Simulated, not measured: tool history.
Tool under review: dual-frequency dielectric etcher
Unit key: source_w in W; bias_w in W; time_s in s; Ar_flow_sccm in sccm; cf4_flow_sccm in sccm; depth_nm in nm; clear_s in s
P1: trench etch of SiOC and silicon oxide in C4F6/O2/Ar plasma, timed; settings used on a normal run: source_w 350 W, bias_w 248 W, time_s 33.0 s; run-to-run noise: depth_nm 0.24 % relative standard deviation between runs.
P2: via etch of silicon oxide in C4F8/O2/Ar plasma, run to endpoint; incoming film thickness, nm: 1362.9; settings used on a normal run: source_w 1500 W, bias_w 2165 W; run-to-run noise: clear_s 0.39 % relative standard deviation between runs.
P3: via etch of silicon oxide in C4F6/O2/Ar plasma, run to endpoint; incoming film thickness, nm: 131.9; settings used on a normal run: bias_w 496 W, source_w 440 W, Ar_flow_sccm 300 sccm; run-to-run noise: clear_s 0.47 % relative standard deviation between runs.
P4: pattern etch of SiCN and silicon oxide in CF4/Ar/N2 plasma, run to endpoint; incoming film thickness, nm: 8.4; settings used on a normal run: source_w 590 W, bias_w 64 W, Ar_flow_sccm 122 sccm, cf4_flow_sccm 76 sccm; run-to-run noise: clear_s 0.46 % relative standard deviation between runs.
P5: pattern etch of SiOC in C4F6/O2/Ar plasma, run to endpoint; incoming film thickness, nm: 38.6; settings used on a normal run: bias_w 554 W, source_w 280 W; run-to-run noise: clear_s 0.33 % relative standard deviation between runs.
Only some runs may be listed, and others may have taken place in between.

run	hour	process	source_w	bias_w	time_s	Ar_flow_sccm	cf4_flow_sccm	depth_nm	clear_s
1	8.0	P1	350	248	33.0			72.209	
2	15.3	P4	390	64		122	76		11.6650
3	19.9	P1	270	248	33.0			65.294	
4	27.1	P3	610	496		300			25.4420
5	32.9	P1	350	248	44.5			97.296	
6	37.2	P1	350	166	33.0			63.266	
7	41.9	P1	350	248	33.0			72.005	
8	48.5	P2	1500	2165					294.9400
9	56.1	P1	410	248	44.0			102.350	
10	64.1	P4	590	64		122	76		8.0324
11	68.4	P5	190	554					15.7560
12	76.8	P2	1000	2165					345.4400
13	85.2	P1	350	248	25.5			55.900	
14	92.8	P1	350	248	33.0			72.277	
15	98.5	P1	350	248	33.0			72.234	
# hour 99.7: source power generator calibrated
16	104.5	P4	590	64		122	103		7.6073
# hour 105.8: bias power generator calibrated
17	111.6	P1	350	248	33.0			72.311	
18	120.0	P2	1500	1638					318.3400
19	127.4	P1	350	248	33.0			71.801	
20	135.6	P1	350	352	33.0			81.738	
21	143.1	P3	440	496		300			28.7910
22	150.1	P1	440	248	33.0			78.502	
23	158.8	P3	440	496		215			27.5050
24	164.1	P4	590	46		122	76		8.8953
25	168.0	P5	280	770					12.1090
26	172.1	P3	440	679		300			25.4330
27	179.5	P5	280	554					13.8310
28	185.0	P4	590	64		72	76		7.3937
29	190.6	P1	280	248	24.5			49.285	
30	198.6	P1	350	248	33.0			72.382	
31	205.3	P1	350	248	33.0			72.694	
32	209.1	P1	350	248	33.0			72.897	
33	217.1	P1	350	248	33.0			73.026	
34	220.8	P1	350	248	33.0			73.163	
# hour 225.4: wet clean of the chamber
35	229.4	P1	350	248	33.0			73.484	
36	238.0	P1	350	248	33.0			72.976	

Compared with where it was, what P1 gives has crept away. Each cause listed below fits the log as well as the rest, at the size given for it:
A: source power that arrives over what is set, % = 3.7
B: bias power that arrives over what is set, % = 4.13
The gradual shift began around hour 198.6.
Every other cause this tool's parts could produce, and why it does not fit the log:
chamber walls in a state that raises the etch rate, %: its service at hour 225.4 followed the start of the drift and did not put the process back to its old value

Of the 4 check runs below, each run on 3 wafers with the results averaged and each result still a question mark, which one would tell the listed causes apart?
check 1	246.6	P2	1270	2165					?
check 2	246.6	P5	280	764					?
check 3	246.6	P3	600	496		300			?
check 4	246.6	P4	590	64		88	92		?

Expected result of each check under each candidate cause:
check	result	if A	if B
check 1	clear_s	311.2200	311.8700
check 2	clear_s	11.9920	11.9540
check 3	clear_s	25.2420	25.2080
check 4	clear_s	7.1925	7.3392
Distance between the nearest two causes, measured in the result of the check that separates them most: check 1 0.21 %; check 2 0.31 %; check 3 0.13 %; check 4 2.02 %
The other checks would show nearly matching results whichever cause is true, so check 4 is the only one that separates the causes.

Check 4 has now been run. It gave: clear_s 7.3473 s. Which of the candidate causes is it?

It is B: bias power that arrives over what is set, %.
